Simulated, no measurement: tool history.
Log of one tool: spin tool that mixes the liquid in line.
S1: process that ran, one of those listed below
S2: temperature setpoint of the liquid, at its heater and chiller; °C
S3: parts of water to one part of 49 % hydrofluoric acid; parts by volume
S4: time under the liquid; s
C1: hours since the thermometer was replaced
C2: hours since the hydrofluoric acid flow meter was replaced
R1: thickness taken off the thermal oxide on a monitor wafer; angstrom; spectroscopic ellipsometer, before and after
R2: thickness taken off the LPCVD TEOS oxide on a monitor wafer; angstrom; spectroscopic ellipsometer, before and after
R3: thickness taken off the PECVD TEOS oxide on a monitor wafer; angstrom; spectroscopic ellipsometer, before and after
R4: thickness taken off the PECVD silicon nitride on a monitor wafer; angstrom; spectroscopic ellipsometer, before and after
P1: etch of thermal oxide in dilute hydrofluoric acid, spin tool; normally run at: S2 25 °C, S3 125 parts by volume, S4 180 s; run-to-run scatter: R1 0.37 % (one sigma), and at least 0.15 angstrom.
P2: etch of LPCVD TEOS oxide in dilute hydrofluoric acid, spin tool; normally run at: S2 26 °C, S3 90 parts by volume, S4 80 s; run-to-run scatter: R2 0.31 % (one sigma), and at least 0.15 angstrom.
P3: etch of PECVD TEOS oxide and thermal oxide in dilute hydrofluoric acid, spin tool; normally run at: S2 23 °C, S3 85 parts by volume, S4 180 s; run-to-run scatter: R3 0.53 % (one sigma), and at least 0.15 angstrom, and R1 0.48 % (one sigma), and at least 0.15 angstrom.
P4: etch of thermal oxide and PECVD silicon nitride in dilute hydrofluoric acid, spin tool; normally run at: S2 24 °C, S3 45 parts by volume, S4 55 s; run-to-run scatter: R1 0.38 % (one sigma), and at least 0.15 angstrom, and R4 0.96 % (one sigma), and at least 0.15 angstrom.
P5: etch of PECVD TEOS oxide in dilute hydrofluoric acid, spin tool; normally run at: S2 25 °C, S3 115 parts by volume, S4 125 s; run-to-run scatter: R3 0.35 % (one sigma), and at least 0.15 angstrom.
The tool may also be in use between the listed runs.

{"run": 1, "hour": 4.3, "S1": "P1", "S2": 25, "S3": 125, "S4": 180, "C1": 225.6, "C2": 272.8, "R1": 67.592}
{"run": 2, "hour": 9.5, "S1": "P2", "S2": 26, "S3": 90, "S4": 80, "C1": 230.8, "C2": 278, "R2": 295.97}
{"run": 3, "hour": 16.2, "S1": "P2", "S2": 26, "S3": 90, "S4": 150, "C1": 237.5, "C2": 284.7, "R2": 554}
{"run": 4, "hour": 20.8, "S1": "P3", "S2": 23, "S3": 85, "S4": 100, "C1": 242.1, "C2": 289.3, "R1": 52.344, "R3": 101.29}
{"run": 5, "hour": 26.2, "S1": "P1", "S2": 25, "S3": 185, "S4": 180, "C1": 247.5, "C2": 294.7, "R1": 42.533}
{"run": 6, "hour": 30.6, "S1": "P4", "S2": 24, "S3": 70, "S4": 55, "C1": 251.9, "C2": 299.1, "R1": 39.604, "R4": 17.61}
{"run": 7, "hour": 34.2, "S1": "P5", "S2": 25, "S3": 115, "S4": 230, "C1": 255.5, "C2": 302.7, "R3": 252.44}
{"run": 8, "hour": 40.2, "S1": "P3", "S2": 23, "S3": 85, "S4": 180, "C1": 261.5, "C2": 308.7, "R1": 93.967, "R3": 181.78}
{"run": 9, "hour": 45.9, "S1": "P1", "S2": 31.5, "S3": 125, "S4": 180, "C1": 267.2, "C2": 314.4, "R1": 85.686}
{"run": 10, "hour": 50.2, "S1": "P3", "S2": 23, "S3": 120, "S4": 180, "C1": 271.5, "C2": 318.7, "R1": 64.346, "R3": 124.77}
{"run": 11, "hour": 55.7, "S1": "P1", "S2": 25, "S3": 125, "S4": 35, "C1": 277, "C2": 324.2, "R1": 13.1}
{"run": 12, "hour": 59.4, "S1": "P2", "S2": 26, "S3": 20, "S4": 80, "C1": 280.7, "C2": 327.9, "R2": 1470.3}
{"run": 13, "hour": 64.8, "S1": "P5", "S2": 25, "S3": 165, "S4": 125, "C1": 286.1, "C2": 333.3, "R3": 90.056}
{"run": 14, "hour": 71.6, "S1": "P5", "S2": 25, "S3": 115, "S4": 125, "C1": 292.9, "C2": 340.1, "R3": 137.65}
{"run": 15, "hour": 75.2, "S1": "P1", "S2": 25, "S3": 125, "S4": 180, "C1": 296.5, "C2": 343.7, "R1": 67.601}
{"run": 16, "hour": 79.5, "S1": "P1", "S2": 31, "S3": 125, "S4": 315, "C1": 300.8, "C2": 348, "R1": 147.42}
{"run": 17, "hour": 82.7, "S1": "P4", "S2": 24, "S3": 45, "S4": 110, "C1": 304, "C2": 351.2, "R1": 127.12, "R4": 54}
{"run": 18, "hour": 88.6, "S1": "P1", "S2": 20.5, "S3": 125, "S4": 180, "C1": 309.9, "C2": 357.1, "R1": 56.165}
{"run": 19, "hour": 92.8, "S1": "P1", "S2": 25, "S3": 125, "S4": 180, "C1": 314.1, "C2": 361.3, "R1": 67.94}
{"run": 20, "hour": 96.8, "S1": "P5", "S2": 25, "S3": 115, "S4": 125, "C1": 318.1, "C2": 365.3, "R3": 137.37}
{"run": 21, "hour": 101.6, "S1": "P4", "S2": 24, "S3": 45, "S4": 55, "C1": 322.9, "C2": 370.1, "R1": 63.244, "R4": 26.682}
{"run": 22, "hour": 106.5, "S1": "P4", "S2": 24, "S3": 45, "S4": 55, "C1": 327.8, "C2": 375, "R1": 64.131, "R4": 26.994}
{"run": 23, "hour": 111.5, "S1": "P1", "S2": 29.5, "S3": 170, "S4": 180, "C1": 332.8, "C2": 380, "R1": 55.15}
{"run": 24, "hour": 117.0, "S1": "P5", "S2": 20.5, "S3": 115, "S4": 125, "C1": 338.3, "C2": 385.5, "R3": 114.1}
{"hour": 118.1, "done": "thermometer replaced"}
{"run": 25, "hour": 122.7, "S1": "P1", "S2": 25, "S3": 125, "S4": 180, "C1": 4.6, "C2": 391.2, "R1": 67.24}
{"run": 26, "hour": 128.3, "S1": "P3", "S2": 23, "S3": 85, "S4": 180, "C1": 10.2, "C2": 396.8, "R1": 94.394, "R3": 182.22}
{"run": 27, "hour": 132.4, "S1": "P2", "S2": 21, "S3": 90, "S4": 80, "C1": 14.3, "C2": 400.9, "R2": 241.16}
{"run": 28, "hour": 137.6, "S1": "P1", "S2": 25, "S3": 125, "S4": 310, "C1": 19.5, "C2": 406.1, "R1": 116.06}
{"run": 29, "hour": 143.5, "S1": "P4", "S2": 31.5, "S3": 45, "S4": 55, "C1": 25.4, "C2": 412, "R1": 85.896, "R4": 44.285}
{"run": 30, "hour": 149.3, "S1": "P1", "S2": 25, "S3": 125, "S4": 180, "C1": 31.2, "C2": 417.8, "R1": 66.901}
{"run": 31, "hour": 155.0, "S1": "P1", "S2": 30, "S3": 215, "S4": 180, "C1": 36.9, "C2": 423.5, "R1": 41.963}
{"run": 32, "hour": 159.1, "S1": "P1", "S2": 25, "S3": 60, "S4": 180, "C1": 41, "C2": 427.6, "R1": 153.19}
{"run": 33, "hour": 165.0, "S1": "P3", "S2": 31, "S3": 85, "S4": 180, "C1": 46.9, "C2": 433.5, "R1": 129.98, "R3": 253.38}
{"run": 34, "hour": 170.6, "S1": "P1", "S2": 25, "S3": 125, "S4": 180, "C1": 52.5, "C2": 439.1, "R1": 67.086}
{"run": 35, "hour": 175.3, "S1": "P1", "S2": 25, "S3": 125, "S4": 180, "C1": 57.2, "C2": 443.8, "R1": 68.751}
{"run": 36, "hour": 181.7, "S1": "P1", "S2": 25, "S3": 125, "S4": 180, "C1": 63.6, "C2": 450.2, "R1": 69.924}
{"run": 37, "hour": 185.4, "S1": "P1", "S2": 25, "S3": 125, "S4": 180, "C1": 67.3, "C2": 453.9, "R1": 69.56}
{"run": 38, "hour": 190.2, "S1": "P1", "S2": 25, "S3": 125, "S4": 180, "C1": 72.1, "C2": 458.7, "R1": 70.678}
{"run": 39, "hour": 195.4, "S1": "P1", "S2": 25, "S3": 125, "S4": 180, "C1": 77.3, "C2": 463.9, "R1": 70.896}
{"run": 40, "hour": 201.9, "S1": "P1", "S2": 25, "S3": 125, "S4": 180, "C1": 83.8, "C2": 470.4, "R1": 71.032}
{"run": 41, "hour": 206.6, "S1": "P1", "S2": 25, "S3": 125, "S4": 180, "C1": 88.5, "C2": 475.1, "R1": 70.707}
{"run": 42, "hour": 211.5, "S1": "P1", "S2": 25, "S3": 125, "S4": 180, "C1": 93.4, "C2": 480, "R1": 70.788}
{"run": 43, "hour": 217.6, "S1": "P1", "S2": 25, "S3": 125, "S4": 180, "C1": 99.5, "C2": 486.1, "R1": 70.864}

What P1 gives has crept away from where it was. These 2 causes fit the log equally well, each at the size given:
A: liquid hotter than its thermometer reads (K) = 1.45
B: hydrofluoric acid flow above the setpoint (%) = 4.93
The creep began at about hour 170.6.

4 check runs are offered, each on 3 wafers whose results are averaged, their results left as question marks. Which one tells the causes apart?
{"run": "check 1", "hour": 223.7, "S1": "P3", "S2": 23, "S3": 85, "S4": 180, "R1": "?", "R3": "?"}
{"run": "check 2", "hour": 223.7, "S1": "P2", "S2": 26, "S3": 90, "S4": 80, "R2": "?"}
{"run": "check 3", "hour": 223.7, "S1": "P4", "S2": 24, "S3": 45, "S4": 55, "R1": "?", "R4": "?"}
{"run": "check 4", "hour": 223.7, "S1": "P5", "S2": 25, "S3": 115, "S4": 125, "R3": "?"}

What each check would give under each cause:
check=check_1 result=R1 if_A=99.978 if_B=99.457
check=check_1 result=R3 if_A=194.91 if_B=193.89
check=check_2 result=R2 if_A=312.92 if_B=312.04
check=check_3 result=R1 if_A=67.364 if_B=66.779
check=check_3 result=R4 if_A=29.648 if_B=28.185
check=check_4 result=R3 if_A=144.9 if_B=144.73
How far apart the two closest causes lie, in the result that separates them most: check 1 0.52 %; check 2 0.28 %; check 3 5.06 %; check 4 0.11 %
Check 3 tells the causes apart: in the others they would give nearly the same result.

Check 3 was then run and gave: R1 66.692 angstrom; R4 28.433 angstrom. Which cause is it?

It is B: hydrofluoric acid flow above the setpoint (%).
